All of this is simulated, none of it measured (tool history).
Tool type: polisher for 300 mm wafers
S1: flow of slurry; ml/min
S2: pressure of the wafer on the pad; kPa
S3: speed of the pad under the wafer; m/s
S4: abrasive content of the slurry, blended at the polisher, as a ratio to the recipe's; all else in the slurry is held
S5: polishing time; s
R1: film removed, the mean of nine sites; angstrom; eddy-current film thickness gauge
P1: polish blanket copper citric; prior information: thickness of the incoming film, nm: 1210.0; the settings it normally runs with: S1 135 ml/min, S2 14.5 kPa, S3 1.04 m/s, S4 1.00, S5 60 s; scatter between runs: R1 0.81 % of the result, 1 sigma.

| run | hour | S1 | S2 | S3 | S4 | S5 | R1 |
|---|---|---|---|---|---|---|---|
| 1 | 9.5 | 135 | 14.5 | 1.04 | 1.00 | 60 | 856.61 |
| 2 | 16.4 | 135 | 14.5 | 0.48 | 1.00 | 60 | 420.19 |
| 3 | 27.1 | 135 | 14.5 | 1.04 | 0.60 | 60 | 784.01 |
|  | 38.1 | worn pad replaced by a new one |
| 4 | 39.1 | 135 | 14.5 | 1.04 | 1.00 | 60 | 874.02 |
| 5 | 49.0 | 135 | 9.7 | 1.04 | 1.00 | 40 | 392.00 |
| 6 | 57.9 | 135 | 14.5 | 1.04 | 1.00 | 60 | 866.07 |
| 7 | 65.8 | 135 | 10.3 | 1.04 | 1.00 | 60 | 630.14 |
|  | 70.6 | slurry nozzle cleaned |
| 8 | 74.8 | 135 | 14.5 | 1.04 | 1.00 | 39 | 573.84 |
| 9 | 83.7 | 135 | 22.1 | 1.04 | 1.00 | 60 | 1321.00 |
| 10 | 96.4 | 80 | 14.5 | 1.04 | 1.00 | 60 | 768.92 |
| 11 | 103.4 | 135 | 14.5 | 1.04 | 1.00 | 60 | 870.30 |
| 12 | 111.1 | 135 | 14.5 | 1.38 | 1.00 | 60 | 1144.50 |
| 13 | 123.9 | 135 | 14.5 | 1.04 | 1.00 | 95 | 1383.20 |
| 14 | 136.6 | 170 | 14.5 | 1.04 | 1.00 | 60 | 922.07 |
| 15 | 145.6 | 135 | 14.5 | 1.04 | 1.45 | 60 | 943.95 |
| 16 | 151.4 | 200 | 14.5 | 1.04 | 1.40 | 60 | 996.99 |
| 17 | 160.9 | 135 | 14.5 | 1.04 | 1.00 | 60 | 880.53 |
| 18 | 166.6 | 135 | 14.5 | 1.04 | 1.00 | 60 | 875.20 |
| 19 | 172.5 | 135 | 14.5 | 1.04 | 1.00 | 60 | 870.69 |
| 20 | 183.9 | 135 | 14.5 | 1.04 | 1.00 | 60 | 854.55 |
| 21 | 193.1 | 135 | 14.5 | 1.04 | 1.00 | 60 | 832.42 |
| 22 | 201.3 | 135 | 14.5 | 1.04 | 1.00 | 60 | 829.20 |

Estimate the outcome of run 23 from the log above:
|  | 206.9 | head pressure recalibrated |
| 23 | 213.8 | 135 | 14.5 | 1.04 | 1.00 | 60 | ? |

Logged for run 23: R1 817.51 angstrom.
